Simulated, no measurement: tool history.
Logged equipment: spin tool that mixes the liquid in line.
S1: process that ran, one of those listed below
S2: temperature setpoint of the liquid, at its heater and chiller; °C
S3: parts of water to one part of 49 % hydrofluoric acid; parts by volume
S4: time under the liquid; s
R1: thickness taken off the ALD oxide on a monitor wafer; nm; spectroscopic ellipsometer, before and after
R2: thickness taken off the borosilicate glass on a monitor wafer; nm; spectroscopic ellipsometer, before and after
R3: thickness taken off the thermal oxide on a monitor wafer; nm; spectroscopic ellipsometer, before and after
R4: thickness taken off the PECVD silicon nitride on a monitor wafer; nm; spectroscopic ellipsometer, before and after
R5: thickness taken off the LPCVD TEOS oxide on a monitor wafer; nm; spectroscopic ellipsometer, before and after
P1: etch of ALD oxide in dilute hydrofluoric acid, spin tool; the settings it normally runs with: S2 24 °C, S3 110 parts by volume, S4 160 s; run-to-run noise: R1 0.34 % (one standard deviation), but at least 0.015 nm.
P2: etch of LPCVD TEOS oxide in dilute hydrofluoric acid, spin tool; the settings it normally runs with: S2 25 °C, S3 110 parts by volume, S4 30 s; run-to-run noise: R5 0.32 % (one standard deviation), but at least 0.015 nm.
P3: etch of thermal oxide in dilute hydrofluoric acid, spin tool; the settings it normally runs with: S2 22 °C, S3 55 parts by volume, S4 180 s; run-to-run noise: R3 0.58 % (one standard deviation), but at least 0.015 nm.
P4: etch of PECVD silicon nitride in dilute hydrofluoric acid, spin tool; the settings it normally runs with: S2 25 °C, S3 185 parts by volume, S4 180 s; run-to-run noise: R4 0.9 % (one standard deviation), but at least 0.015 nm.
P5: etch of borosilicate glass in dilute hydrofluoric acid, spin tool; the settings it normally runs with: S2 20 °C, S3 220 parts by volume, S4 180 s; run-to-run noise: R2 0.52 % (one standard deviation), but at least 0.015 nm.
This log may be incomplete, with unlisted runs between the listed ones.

| run | day | S1 | S2 | S3 | S4 | R1 | R2 | R3 | R4 | R5 |
|---|---|---|---|---|---|---|---|---|---|---|
| 1 | 0.304 | P1 | 24 | 110 | 160 | 38.488 |  |  |  |  |
| 2 | 0.658 | P5 | 20 | 220 | 180 |  | 11.987 |  |  |  |
| 3 | 0.946 | P5 | 27 | 220 | 180 |  | 15.63 |  |  |  |
| 4 | 1.288 | P3 | 22 | 80 | 180 |  |  | 10.362 |  |  |
| 5 | 1.625 | P3 | 22 | 55 | 180 |  |  | 15.475 |  |  |
| 6 | 2.042 | P1 | 24 | 60 | 160 | 75.331 |  |  |  |  |
| 7 | 2.354 | P4 | 25 | 185 | 180 |  |  |  | 2.3684 |  |
| 8 | 2.754 | P2 | 25 | 110 | 30 |  |  |  |  | 11.17 |
| 9 | 3.171 | P2 | 17.5 | 110 | 30 |  |  |  |  | 8.1911 |
| 10 | 3.462 | P1 | 24 | 110 | 160 | 38.487 |  |  |  |  |
| 11 | 3.683 | P1 | 19.5 | 110 | 160 | 32.022 |  |  |  |  |
| 12 | 4.125 | P2 | 25 | 35 | 30 |  |  |  |  | 38.928 |
| 13 | 4.367 | P4 | 25 | 110 | 180 |  |  |  | 4.0319 |  |
| 14 | 4.671 | P2 | 25 | 110 | 15 |  |  |  |  | 5.5683 |
| 15 | 5.108 | P1 | 19.5 | 110 | 70 | 13.995 |  |  |  |  |
| 16 | 5.483 | P3 | 17 | 55 | 180 |  |  | 12.431 |  |  |
|  | 5.646 | hydrofluoric acid flow meter replaced |
| 17 | 5.746 | P5 | 20 | 220 | 65 |  | 4.3396 |  |  |  |
| 18 | 6.025 | P2 | 25 | 110 | 30 |  |  |  |  | 11.209 |
| 19 | 6.308 | P1 | 29.5 | 110 | 160 | 47.714 |  |  |  |  |
| 20 | 6.725 | P1 | 24 | 110 | 15 | 3.6071 |  |  |  |  |
| 21 | 6.946 | P1 | 24 | 110 | 295 | 70.779 |  |  |  |  |
| 22 | 7.367 | P1 | 24 | 110 | 160 | 38.324 |  |  |  |  |
| 23 | 7.817 | P5 | 20 | 320 | 180 |  | 7.6258 |  |  |  |
| 24 | 8.258 | P3 | 22 | 55 | 85 |  |  | 7.191 |  |  |
| 25 | 8.579 | P1 | 24 | 110 | 160 | 38.327 |  |  |  |  |
| 26 | 8.992 | P4 | 25 | 185 | 180 |  |  |  | 2.3983 |  |
| 27 | 9.433 | P1 | 24 | 170 | 270 | 39.346 |  |  |  |  |
| 28 | 9.692 | P5 | 20 | 220 | 180 |  | 12.149 |  |  |  |
| 29 | 9.938 | P1 | 24 | 180 | 160 | 21.64 |  |  |  |  |
| 30 | 10.238 | P1 | 24 | 110 | 160 | 38.491 |  |  |  |  |
| 31 | 10.658 | P1 | 17.5 | 110 | 300 | 55.453 |  |  |  |  |
| 32 | 11.017 | P4 | 25 | 185 | 270 |  |  |  | 3.5792 |  |
| 33 | 11.271 | P4 | 30 | 185 | 180 |  |  |  | 3.2688 |  |
| 34 | 11.646 | P1 | 24 | 110 | 160 | 38.641 |  |  |  |  |
| 35 | 11.917 | P1 | 24 | 110 | 160 | 39.419 |  |  |  |  |
| 36 | 12.238 | P1 | 24 | 110 | 160 | 40.156 |  |  |  |  |
| 37 | 12.496 | P1 | 24 | 110 | 160 | 40.721 |  |  |  |  |
| 38 | 12.771 | P1 | 24 | 110 | 160 | 40.919 |  |  |  |  |
| 39 | 13.046 | P1 | 24 | 110 | 160 | 40.771 |  |  |  |  |
| 40 | 13.254 | P1 | 24 | 110 | 160 | 40.957 |  |  |  |  |
| 41 | 13.479 | P1 | 24 | 110 | 160 | 41.247 |  |  |  |  |
| 42 | 13.871 | P1 | 24 | 110 | 160 | 41.484 |  |  |  |  |

Something has made what P1 gives creep away from where it was; the 2 causes below, each at its own stated size, fit the log equally well:
A: liquid hotter than its thermometer reads (K) = 1.75
B: hydrofluoric acid flow above the setpoint (%) = 6.2
The onset of the drift is placed at about day 11.646.

4 check runs are offered, each on 3 wafers whose results are averaged, their results left as question marks. Which one tells the causes apart?
| check 1 | 14.262 | P5 | 20 | 220 | 180 |  | ? |  |  |  |
| check 2 | 14.262 | P2 | 25 | 110 | 30 |  |  |  |  | ? |
| check 3 | 14.262 | P3 | 22 | 55 | 180 |  |  | ? |  |  |
| check 4 | 14.262 | P4 | 25 | 185 | 180 |  |  |  | ? |  |

How each check would come out, cause by cause:
| check | result | if A | if B |
|---|---|---|---|
| check 1 | R2 | 12.895 | 12.978 |
| check 2 | R5 | 11.963 | 11.969 |
| check 3 | R3 | 16.601 | 16.465 |
| check 4 | R4 | 2.6887 | 2.5585 |
Distance between the nearest two causes, measured in the result of the check that separates them most: check 1 0.64 %; check 2 0.05 %; check 3 0.82 %; check 4 4.96 %
Only check 4 tells the causes apart: in the others they would give nearly the same result.

Check 4 was carried out, with these results: R4 2.6814 nm. Which of the listed causes is responsible?

It was cause A: liquid hotter than its thermometer reads (K).
